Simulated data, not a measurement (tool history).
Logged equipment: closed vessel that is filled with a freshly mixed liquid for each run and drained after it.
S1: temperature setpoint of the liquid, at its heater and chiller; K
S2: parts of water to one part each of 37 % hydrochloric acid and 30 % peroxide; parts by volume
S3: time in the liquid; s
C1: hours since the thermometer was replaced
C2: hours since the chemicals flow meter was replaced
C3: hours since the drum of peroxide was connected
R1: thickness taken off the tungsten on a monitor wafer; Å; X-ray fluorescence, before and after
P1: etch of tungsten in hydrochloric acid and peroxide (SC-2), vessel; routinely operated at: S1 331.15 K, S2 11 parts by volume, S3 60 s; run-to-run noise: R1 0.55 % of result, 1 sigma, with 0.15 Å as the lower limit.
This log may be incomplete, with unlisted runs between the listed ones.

{"run": 1, "hour": 15.9, "S1": 331.15, "S2": 11, "S3": 60, "C1": 337.4, "C2": 407.4, "C3": 1054.1, "R1": 280.12}
{"run": 2, "hour": 29.2, "S1": 331.15, "S2": 20, "S3": 60, "C1": 350.7, "C2": 420.7, "C3": 1067.4, "R1": 166.62}
{"run": 3, "hour": 43.1, "S1": 331.15, "S2": 11, "S3": 30, "C1": 364.6, "C2": 434.6, "C3": 1081.3, "R1": 140.71}
{"run": 4, "hour": 52.7, "S1": 331.15, "S2": 11, "S3": 60, "C1": 374.2, "C2": 444.2, "C3": 1090.9, "R1": 279.74}
{"run": 5, "hour": 63.6, "S1": 315.65, "S2": 11, "S3": 60, "C1": 385.1, "C2": 455.1, "C3": 1101.8, "R1": 98.784}
{"run": 6, "hour": 79.0, "S1": 331.15, "S2": 11, "S3": 60, "C1": 400.5, "C2": 470.5, "C3": 1117.2, "R1": 280.62}
{"hour": 89.2, "done": "new drum of peroxide connected"}
{"run": 7, "hour": 91.4, "S1": 331.15, "S2": 11, "S3": 60, "C1": 412.9, "C2": 482.9, "C3": 2.3, "R1": 279.14}
{"run": 8, "hour": 106.8, "S1": 331.15, "S2": 4, "S3": 60, "C1": 428.3, "C2": 498.3, "C3": 17.7, "R1": 605.33}
{"run": 9, "hour": 123.0, "S1": 331.15, "S2": 11, "S3": 60, "C1": 444.5, "C2": 514.5, "C3": 33.9, "R1": 283.05}
{"run": 10, "hour": 136.1, "S1": 345.15, "S2": 11, "S3": 60, "C1": 457.6, "C2": 527.6, "C3": 47.0, "R1": 656.17}
{"run": 11, "hour": 150.5, "S1": 331.15, "S2": 11, "S3": 60, "C1": 472.0, "C2": 542.0, "C3": 61.4, "R1": 278.76}
{"run": 12, "hour": 161.0, "S1": 331.15, "S2": 4, "S3": 115, "C1": 482.5, "C2": 552.5, "C3": 71.9, "R1": 1172.4}
{"run": 13, "hour": 177.9, "S1": 331.15, "S2": 11, "S3": 60, "C1": 499.4, "C2": 569.4, "C3": 88.8, "R1": 283.72}
{"run": 14, "hour": 188.4, "S1": 331.15, "S2": 11, "S3": 105, "C1": 509.9, "C2": 579.9, "C3": 99.3, "R1": 491.62}
{"run": 15, "hour": 198.9, "S1": 331.15, "S2": 11, "S3": 60, "C1": 520.4, "C2": 590.4, "C3": 109.8, "R1": 282.41}
{"run": 16, "hour": 212.2, "S1": 331.15, "S2": 11, "S3": 60, "C1": 533.7, "C2": 603.7, "C3": 123.1, "R1": 291.42}
{"run": 17, "hour": 221.6, "S1": 331.15, "S2": 11, "S3": 60, "C1": 543.1, "C2": 613.1, "C3": 132.5, "R1": 297.05}

Run 18, settings as shown, results not yet in. Your forecast:
{"run": 18, "hour": 234.4, "S1": 331.15, "S2": 11, "S3": 60, "C1": 555.9, "C2": 625.9, "C3": 145.3, "R1": "?"}

{"run 18": {"R1": 299.01}}

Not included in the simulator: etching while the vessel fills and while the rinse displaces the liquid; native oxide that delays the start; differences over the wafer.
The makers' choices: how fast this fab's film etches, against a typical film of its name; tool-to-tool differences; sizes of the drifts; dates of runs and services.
